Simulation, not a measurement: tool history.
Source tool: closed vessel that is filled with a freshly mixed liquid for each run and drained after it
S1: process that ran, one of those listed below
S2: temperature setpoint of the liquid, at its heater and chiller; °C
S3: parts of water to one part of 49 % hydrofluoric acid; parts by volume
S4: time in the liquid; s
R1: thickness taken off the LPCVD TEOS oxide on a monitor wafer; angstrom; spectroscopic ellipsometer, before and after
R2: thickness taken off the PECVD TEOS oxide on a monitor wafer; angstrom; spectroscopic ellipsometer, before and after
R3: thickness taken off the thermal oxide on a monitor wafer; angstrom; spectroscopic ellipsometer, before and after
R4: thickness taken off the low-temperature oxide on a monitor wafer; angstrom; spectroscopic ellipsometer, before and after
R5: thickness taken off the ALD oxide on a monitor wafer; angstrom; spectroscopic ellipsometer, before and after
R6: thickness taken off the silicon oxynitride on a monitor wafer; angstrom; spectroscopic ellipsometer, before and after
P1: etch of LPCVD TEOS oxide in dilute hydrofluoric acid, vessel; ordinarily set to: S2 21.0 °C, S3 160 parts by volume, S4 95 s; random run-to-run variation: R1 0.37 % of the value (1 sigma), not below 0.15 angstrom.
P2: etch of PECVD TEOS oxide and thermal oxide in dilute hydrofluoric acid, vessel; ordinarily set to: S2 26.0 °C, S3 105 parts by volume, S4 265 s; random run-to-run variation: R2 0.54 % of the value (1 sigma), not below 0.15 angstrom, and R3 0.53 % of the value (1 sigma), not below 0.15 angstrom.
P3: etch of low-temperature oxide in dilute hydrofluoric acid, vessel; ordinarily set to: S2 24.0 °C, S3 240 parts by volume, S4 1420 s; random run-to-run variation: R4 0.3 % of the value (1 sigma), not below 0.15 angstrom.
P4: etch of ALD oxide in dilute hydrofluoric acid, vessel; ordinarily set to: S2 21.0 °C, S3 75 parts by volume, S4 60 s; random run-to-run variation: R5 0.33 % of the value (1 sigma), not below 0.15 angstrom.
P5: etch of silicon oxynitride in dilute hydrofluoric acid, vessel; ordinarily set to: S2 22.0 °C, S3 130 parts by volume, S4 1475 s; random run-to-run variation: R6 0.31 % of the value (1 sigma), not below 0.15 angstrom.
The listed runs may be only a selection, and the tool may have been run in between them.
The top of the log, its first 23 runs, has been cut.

| run | hour | S1 | S2 | S3 | S4 | R1 | R2 | R3 | R4 | R5 | R6 |
|---|---|---|---|---|---|---|---|---|---|---|---|
| 24 | 169.6 | P2 | 26.0 | 105 | 265 |  | 438.920 | 125.680 |  |  |  |
| 25 | 174.3 | P1 | 21.0 | 160 | 95 | 279.550 |  |  |  |  |  |
| 26 | 178.9 | P1 | 21.0 | 45 | 140 | 1672.500 |  |  |  |  |  |
| 27 | 186.8 | P1 | 25.5 | 160 | 95 | 331.180 |  |  |  |  |  |
| 28 | 191.5 | P1 | 21.0 | 160 | 95 | 278.110 |  |  |  |  |  |
| 29 | 196.0 | P4 | 21.0 | 105 | 60 |  |  |  |  | 80.901 |  |
| 30 | 200.7 | P5 | 22.0 | 130 | 1475 |  |  |  |  |  | 489.35 |
| 31 | 209.2 | P3 | 17.0 | 240 | 1420 |  |  |  | 419.02 |  |  |
| 32 | 218.3 | P5 | 17.0 | 130 | 1475 |  |  |  |  |  | 384.07 |
| 33 | 222.7 | P1 | 21.0 | 160 | 95 | 277.900 |  |  |  |  |  |
| 34 | 228.2 | P1 | 21.0 | 160 | 95 | 286.210 |  |  |  |  |  |
| 35 | 237.3 | P1 | 21.0 | 160 | 95 | 292.070 |  |  |  |  |  |
| 36 | 243.5 | P1 | 21.0 | 160 | 95 | 293.390 |  |  |  |  |  |
| 37 | 249.1 | P1 | 21.0 | 160 | 95 | 294.640 |  |  |  |  |  |
| 38 | 256.9 | P1 | 21.0 | 160 | 95 | 297.310 |  |  |  |  |  |
| 39 | 261.1 | P1 | 21.0 | 160 | 95 | 297.080 |  |  |  |  |  |
| 40 | 268.8 | P1 | 21.0 | 160 | 95 | 296.180 |  |  |  |  |  |

What will run 41 give?
| 41 | 278.3 | P1 | 21.0 | 160 | 95 | ? |  |  |  |  |  |

Logged for run 41: R1 300.250 angstrom.

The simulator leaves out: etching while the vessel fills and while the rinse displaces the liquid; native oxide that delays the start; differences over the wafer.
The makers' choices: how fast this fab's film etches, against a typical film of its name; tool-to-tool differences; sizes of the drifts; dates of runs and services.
